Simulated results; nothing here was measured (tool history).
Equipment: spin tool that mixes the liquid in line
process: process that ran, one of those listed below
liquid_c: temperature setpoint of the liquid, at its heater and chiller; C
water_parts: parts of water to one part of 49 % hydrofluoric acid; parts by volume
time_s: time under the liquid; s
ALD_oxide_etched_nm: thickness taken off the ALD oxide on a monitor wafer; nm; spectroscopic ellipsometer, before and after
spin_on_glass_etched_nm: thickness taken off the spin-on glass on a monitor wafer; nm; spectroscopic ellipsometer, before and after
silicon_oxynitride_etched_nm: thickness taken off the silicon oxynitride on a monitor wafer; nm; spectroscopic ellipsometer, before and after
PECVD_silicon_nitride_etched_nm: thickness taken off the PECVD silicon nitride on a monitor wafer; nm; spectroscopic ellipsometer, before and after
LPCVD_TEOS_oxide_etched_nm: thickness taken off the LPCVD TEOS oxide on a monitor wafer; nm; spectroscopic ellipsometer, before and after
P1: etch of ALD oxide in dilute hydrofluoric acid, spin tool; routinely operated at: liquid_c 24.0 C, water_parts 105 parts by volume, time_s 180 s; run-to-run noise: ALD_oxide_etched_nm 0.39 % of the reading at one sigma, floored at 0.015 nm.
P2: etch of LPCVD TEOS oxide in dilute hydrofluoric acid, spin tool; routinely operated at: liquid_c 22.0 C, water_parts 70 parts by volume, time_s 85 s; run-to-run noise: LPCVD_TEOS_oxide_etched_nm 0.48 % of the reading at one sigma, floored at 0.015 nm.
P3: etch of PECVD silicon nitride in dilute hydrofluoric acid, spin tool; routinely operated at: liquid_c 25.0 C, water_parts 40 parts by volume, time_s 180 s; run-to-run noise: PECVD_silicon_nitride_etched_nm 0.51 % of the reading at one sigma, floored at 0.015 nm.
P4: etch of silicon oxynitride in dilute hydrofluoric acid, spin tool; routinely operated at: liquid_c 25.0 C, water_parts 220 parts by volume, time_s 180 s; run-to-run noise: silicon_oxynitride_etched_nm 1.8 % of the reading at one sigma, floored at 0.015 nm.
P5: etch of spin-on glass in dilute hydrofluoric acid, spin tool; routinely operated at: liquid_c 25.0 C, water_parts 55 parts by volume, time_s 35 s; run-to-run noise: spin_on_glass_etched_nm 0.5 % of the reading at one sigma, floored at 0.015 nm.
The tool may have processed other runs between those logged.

run	hour	process	liquid_c	water_parts	time_s	hours since the thermometer was replaced	hours since the hydrofluoric acid flow meter was replaced	ALD_oxide_etched_nm	spin_on_glass_etched_nm	silicon_oxynitride_etched_nm	PECVD_silicon_nitride_etched_nm	LPCVD_TEOS_oxide_etched_nm
1	8.1	P1	24.0	105	180	439.5	1123.1	18.241				
2	16.5	P5	25.0	20	35	447.9	1131.5		99.307			
3	20.3	P1	24.0	160	180	451.7	1135.3	11.205				
4	28.0	P1	24.0	105	355	459.4	1143.0	35.771				
5	32.4	P4	25.0	65	180	463.8	1147.4			4.45560		
6	40.3	P3	25.0	40	295	471.7	1155.3				29.445	
7	47.8	P3	25.0	40	180	479.2	1162.8				17.999	
8	56.6	P4	25.0	220	180	488.0	1171.6			1.12660		
9	60.5	P1	24.0	105	180	491.9	1175.5	18.109				
10	67.5	P5	25.0	55	35	498.9	1182.5		35.110			
11	74.7	P1	24.0	105	180	506.1	1189.7	18.152				
12	81.6	P4	32.0	220	180	513.0	1196.6			1.62450		
13	90.3	P2	22.0	70	85	521.7	1205.3					58.304
14	97.9	P3	33.5	40	180	529.3	1212.9				31.106	
15	106.1	P2	17.0	70	85	537.5	1221.1					46.893
16	110.3	P1	24.0	105	180	541.7	1225.3	18.249				
17	114.7	P1	31.5	105	180	546.1	1229.7	24.165				
18	120.7	P3	25.0	40	180	552.1	1235.7				17.772	
19	129.2	P1	17.5	105	180	560.6	1244.2	13.969				
20	134.0	P3	25.0	20	180	565.4	1249.0				34.825	
21	138.4	P2	22.0	70	35	569.8	1253.4					23.869
22	143.5	P1	24.0	25	180	574.9	1258.5	84.984				
23	147.7	P1	24.0	105	180	579.1	1262.7	18.154				
24	153.3	P5	25.0	55	35	584.7	1268.3		34.806			
25	159.9	P2	22.0	30	85	591.3	1274.9					143.280
26	165.8	P5	17.0	55	35	597.2	1280.8		24.810			
27	173.9	P1	24.0	105	70	605.3	1288.9	7.096				
28	181.9	P5	25.0	55	15	613.3	1296.9		14.874			
29	186.3	P4	25.0	220	50	617.7	1301.3			0.32252		
30	192.8	P1	24.0	150	320	624.2	1307.8	21.464				
31	199.7	P2	22.0	70	85	631.1	1314.7					57.864
32	207.1	P1	24.0	105	180	638.5	1322.1	18.287				
33	212.0	P1	24.0	105	180	643.4	1327.0	18.613				
34	218.1	P1	24.0	105	180	649.5	1333.1	18.923				
35	222.9	P1	24.0	105	180	654.3	1337.9	19.079				
36	230.5	P1	24.0	105	180	661.9	1345.5	19.177				
37	238.1	P1	24.0	105	180	669.5	1353.1	19.307				
38	243.5	P1	24.0	105	180	674.9	1358.5	19.331				
39	247.7	P1	24.0	105	180	679.1	1362.7	19.330				
40	255.6	P1	24.0	105	180	687.0	1370.6	19.359				
41	260.6	P1	24.0	105	180	692.0	1375.6	19.238				

Compared with where it was, what P1 gives has crept away. Each cause listed below fits the log as well as the rest, at the size given for it:
A: hydrofluoric acid flow above the setpoint (%) = 5.47
B: liquid hotter than its thermometer reads (K) = 1.53
The onset of the drift is placed at about hour 207.1.

Which of the 4 check runs listed below separates the causes, so that each cause would produce a clearly different result? Each run uses one wafer, and its results are marked with question marks.
check 1	265.6	P2	22.0	70	85							?
check 2	265.6	P5	25.0	55	35				?			
check 3	265.6	P3	25.0	40	180						?	
check 4	265.6	P4	25.0	220	180					?		

Predicted outcomes, by check and by cause:
check	result	if A	if B
check 1	LPCVD_TEOS_oxide_etched_nm	61.470	61.773
check 2	spin_on_glass_etched_nm	36.787	36.963
check 3	PECVD_silicon_nitride_etched_nm	18.904	19.884
check 4	silicon_oxynitride_etched_nm	1.23930	1.24460
Distance between the nearest two causes, measured in the result of the check that separates them most: check 1 0.49 %; check 2 0.48 %; check 3 5.06 %; check 4 0.43 %
Of the check runs offered, only check 3 discriminates between the causes; the rest would read about the same regardless of which cause applies.

Running check 3 produced the following: PECVD_silicon_nitride_etched_nm 18.919 nm. Which one of the listed causes fits?

It was cause A: hydrofluoric acid flow above the setpoint (%).
